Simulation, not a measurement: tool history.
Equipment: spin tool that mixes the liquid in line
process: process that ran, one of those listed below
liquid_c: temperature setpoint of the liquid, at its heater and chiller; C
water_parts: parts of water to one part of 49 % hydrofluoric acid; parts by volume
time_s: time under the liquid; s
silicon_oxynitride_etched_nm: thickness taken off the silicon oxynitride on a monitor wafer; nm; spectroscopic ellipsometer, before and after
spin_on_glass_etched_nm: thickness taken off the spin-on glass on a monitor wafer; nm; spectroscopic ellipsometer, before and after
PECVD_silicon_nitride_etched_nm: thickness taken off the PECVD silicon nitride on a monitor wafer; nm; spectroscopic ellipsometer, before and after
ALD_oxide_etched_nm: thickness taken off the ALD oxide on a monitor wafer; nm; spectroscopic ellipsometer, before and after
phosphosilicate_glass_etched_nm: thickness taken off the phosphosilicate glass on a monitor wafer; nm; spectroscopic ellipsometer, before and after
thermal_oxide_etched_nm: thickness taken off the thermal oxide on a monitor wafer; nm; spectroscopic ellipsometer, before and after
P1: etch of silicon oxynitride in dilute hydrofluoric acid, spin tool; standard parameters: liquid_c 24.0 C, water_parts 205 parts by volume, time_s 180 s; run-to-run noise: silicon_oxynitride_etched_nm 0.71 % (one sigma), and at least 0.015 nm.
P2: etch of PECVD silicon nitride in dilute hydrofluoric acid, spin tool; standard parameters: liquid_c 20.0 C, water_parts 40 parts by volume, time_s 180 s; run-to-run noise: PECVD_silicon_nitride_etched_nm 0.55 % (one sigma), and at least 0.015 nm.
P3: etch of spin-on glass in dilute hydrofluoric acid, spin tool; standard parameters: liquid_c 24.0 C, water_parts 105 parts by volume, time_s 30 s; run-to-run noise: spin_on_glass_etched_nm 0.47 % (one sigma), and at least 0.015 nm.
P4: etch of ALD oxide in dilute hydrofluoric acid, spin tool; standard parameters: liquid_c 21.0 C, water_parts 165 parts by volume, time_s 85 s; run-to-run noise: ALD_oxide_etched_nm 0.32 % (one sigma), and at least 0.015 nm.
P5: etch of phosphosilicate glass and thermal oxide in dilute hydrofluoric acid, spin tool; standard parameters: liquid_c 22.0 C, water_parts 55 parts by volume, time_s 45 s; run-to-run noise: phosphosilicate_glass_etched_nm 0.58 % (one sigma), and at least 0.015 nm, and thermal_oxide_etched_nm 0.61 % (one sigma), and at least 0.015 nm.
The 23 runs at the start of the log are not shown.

run	hour	process	liquid_c	water_parts	time_s	hours since the thermometer was replaced	hours since the hydrofluoric acid flow meter was replaced	silicon_oxynitride_etched_nm	spin_on_glass_etched_nm	PECVD_silicon_nitride_etched_nm	ALD_oxide_etched_nm	phosphosilicate_glass_etched_nm	thermal_oxide_etched_nm
24	89.3	P5	22.0	30	45	406.4	347.3					89.478	7.2018
25	91.8	P2	20.0	40	85	408.9	349.8			5.2797			
26	95.4	P5	22.0	55	65	412.5	353.4					68.144	5.5189
27	100.2	P2	20.0	40	180	417.3	358.2			11.1880			
28	104.2	P1	24.0	205	330	421.3	362.2	7.1417					
29	106.6	P1	24.0	205	180	423.7	364.6	3.9443					
30	109.4	P3	24.0	105	30	426.5	367.4		14.3770				
31	112.8	P1	24.0	360	180	429.9	370.8	1.9730					
32	116.8	P5	22.0	55	45	433.9	374.8					47.944	3.7995
33	120.6	P1	24.0	205	180	437.7	378.6	3.9568					
34	122.8	P1	24.0	205	180	439.9	380.8	3.9292					
35	125.5	P1	24.0	205	180	442.6	383.5	4.0672					
36	128.2	P1	24.0	205	180	445.3	386.2	4.0371					
37	130.7	P1	24.0	205	180	447.8	388.7	4.0719					
38	134.3	P1	24.0	205	180	451.4	392.3	4.1093					
39	136.8	P1	24.0	205	180	453.9	394.8	4.1780					
40	140.6	P1	24.0	205	180	457.7	398.6	4.1107					

Predict the results of run 41:
41	145.0	P1	24.0	205	180	462.1	403.0	?					

silicon_oxynitride_etched_nm: 4.1821 nm
